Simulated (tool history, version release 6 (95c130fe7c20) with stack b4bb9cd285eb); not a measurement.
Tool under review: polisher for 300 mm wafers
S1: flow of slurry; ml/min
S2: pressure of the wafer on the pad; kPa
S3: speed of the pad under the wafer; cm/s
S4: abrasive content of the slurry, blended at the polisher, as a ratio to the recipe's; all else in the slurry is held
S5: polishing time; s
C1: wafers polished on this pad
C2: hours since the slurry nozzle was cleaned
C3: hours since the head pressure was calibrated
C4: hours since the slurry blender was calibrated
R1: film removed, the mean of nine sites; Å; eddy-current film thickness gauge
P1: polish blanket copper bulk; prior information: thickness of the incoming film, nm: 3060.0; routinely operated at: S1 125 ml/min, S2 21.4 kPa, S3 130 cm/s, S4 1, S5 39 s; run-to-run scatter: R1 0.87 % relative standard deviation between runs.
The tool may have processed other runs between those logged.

run   hour   S1    S2   S3    S4  S5    C1     C2     C3     C4      R1
  1    7.7  125  21.4  130     1  39   336  178.6  597.2  338.4  5163.9
  2   17.7  125   9.7  130     1  19   429  188.6  607.2  348.4  1115.9
  3   24.5  125  21.4  130     1  39   493  195.4    614  355.2  5124.2
  4   35.8  125  21.4  130   1.3  39   598  206.7  625.3  366.5  5352.4
  5     47  125  21.4  130     1  20   703  217.9  636.5  377.7  2613.7
  6   52.8  125  21.4  130     1  39   758  223.7  642.3  383.5  5120.5
  7   61.4  125  21.4  130     1  39   838  232.3  650.9  392.1  5032.6
  8   70.4  125  21.4  130   0.6  39   922  241.3  659.9  401.1    4548
  9   82.5  185  21.4  130     1  39  1035  253.4    672  413.2  5372.9
 10   92.6  125  21.4  130   1.3  24  1130  263.5  682.1  423.3  3308.3
 11   98.7  125  21.4  130  0.55  21  1187  269.6  688.2  429.4  2404.8
     108.9  -- slurry blender recalibrated
 12  109.6  125  13.1  130     1  39  1289  280.5  699.1    0.8  3109.8
 13  116.3  125  21.4   88     1  39  1352  287.2  705.8    7.5  3429.6
 14  125.1  125  31.7  130     1  39  1434    296  714.6   16.3  7695.1
 15  131.6  125  21.4  130     1  54  1495  302.5  721.1   22.8  7114.8
 16  138.1  125  21.4  130     1  39  1556    309  727.6   29.3  5134.2
 17  144.1   75  21.4  130     1  39  1612    315  733.6   35.3  4487.3
 18  155.8  125  21.4  130     1  39  1721  326.7  745.3     47  5079.9
 19  165.5  125  21.4  130     1  39  1812  336.4    755   56.7  5136.3
 20  174.8  125  21.4  196     1  39  1899  345.7  764.3     66    7731
 21  185.2  125  21.4  130     1  39  1996  356.1  774.7   76.4  5115.1
 22  193.6  125  21.4  130     1  39  2075  364.5  783.1   84.8  4926.3
 23  205.6  125  21.4  130     1  39  2187  376.5  795.1   96.8  4875.1
 24  211.1  125  21.4  130     1  39  2238    382  800.6  102.3  4842.6
 25  217.6  125  21.4  130     1  39  2299  388.5  807.1  108.8  4731.8
 26  229.4  125  21.4  130     1  39  2410  400.3  818.9  120.6  4650.2
 27  239.3  125  21.4  130     1  39  2502  410.2  828.8  130.5  4592.5
     243.7  -- worn pad replaced by a new one
       245  -- slurry blender recalibrated
 28  250.1  125  21.4  130     1  39    60    421  839.6    5.1  4597.4
 29  258.6  125  21.4  130     1  39   140  429.5  848.1   13.6  4541.4
 30  265.9  125  21.4  130     1  39   208  436.8  855.4   20.9    4635
 31  274.4  125  21.4  130     1  39   288  445.3  863.9   29.4  4598.4
 32  284.6  125  21.4  130     1  39   383  455.5  874.1   39.6    4562

P1 no longer gives what it gave before; its output has crept away from where it was. The following 2 causes, each at its listed size, fit the log equally well:
A: head's pressure below its setpoint, % = 10.3
B: slurry flow missing at the pad, % = 35.2
Onset of the creep was near hour 185.2.
Every other cause this tool's parts could produce, and why it does not fit the log:
removal rate lost through wear of the pad, %: serviced at hour 243.7, after the change had begun; the process did not return to its earlier output
abrasive missing from the slurry, %: serviced at hour 245, after the change had begun; the process did not return to its earlier output

Of the 4 check runs below, each run on 2 wafers with the results averaged and each result still a question mark, which one would tell the listed causes apart?
check 1  294.8  125    31  130    1  22                   ?
check 2  294.8   75  15.9  130    1  39                   ?
check 3  294.8  125  21.4  100  1.2  39                   ?
check 4  294.8  125  21.4  194    1  39                   ?

Outcome of each check run for each possible cause:
  check  result    if A    if B
check 1      R1  3753.8  3755.3
check 2      R1  2980.1  2812.1
check 3      R1  3668.3  3669.8
check 4      R1    6841  6843.7
Minimum pairwise separation of causes per check, each pair taken at its best-separating result: check 1 0.04 %; check 2 5.8 %; check 3 0.04 %; check 4 0.04 %
Only in check 2 would the causes give clearly different results; in the remaining checks their results would be nearly the same.

The results of check 2 are: R1 2969.6 Å. Based on these, which of the listed causes is it?

The cause is A: head's pressure below its setpoint, %.

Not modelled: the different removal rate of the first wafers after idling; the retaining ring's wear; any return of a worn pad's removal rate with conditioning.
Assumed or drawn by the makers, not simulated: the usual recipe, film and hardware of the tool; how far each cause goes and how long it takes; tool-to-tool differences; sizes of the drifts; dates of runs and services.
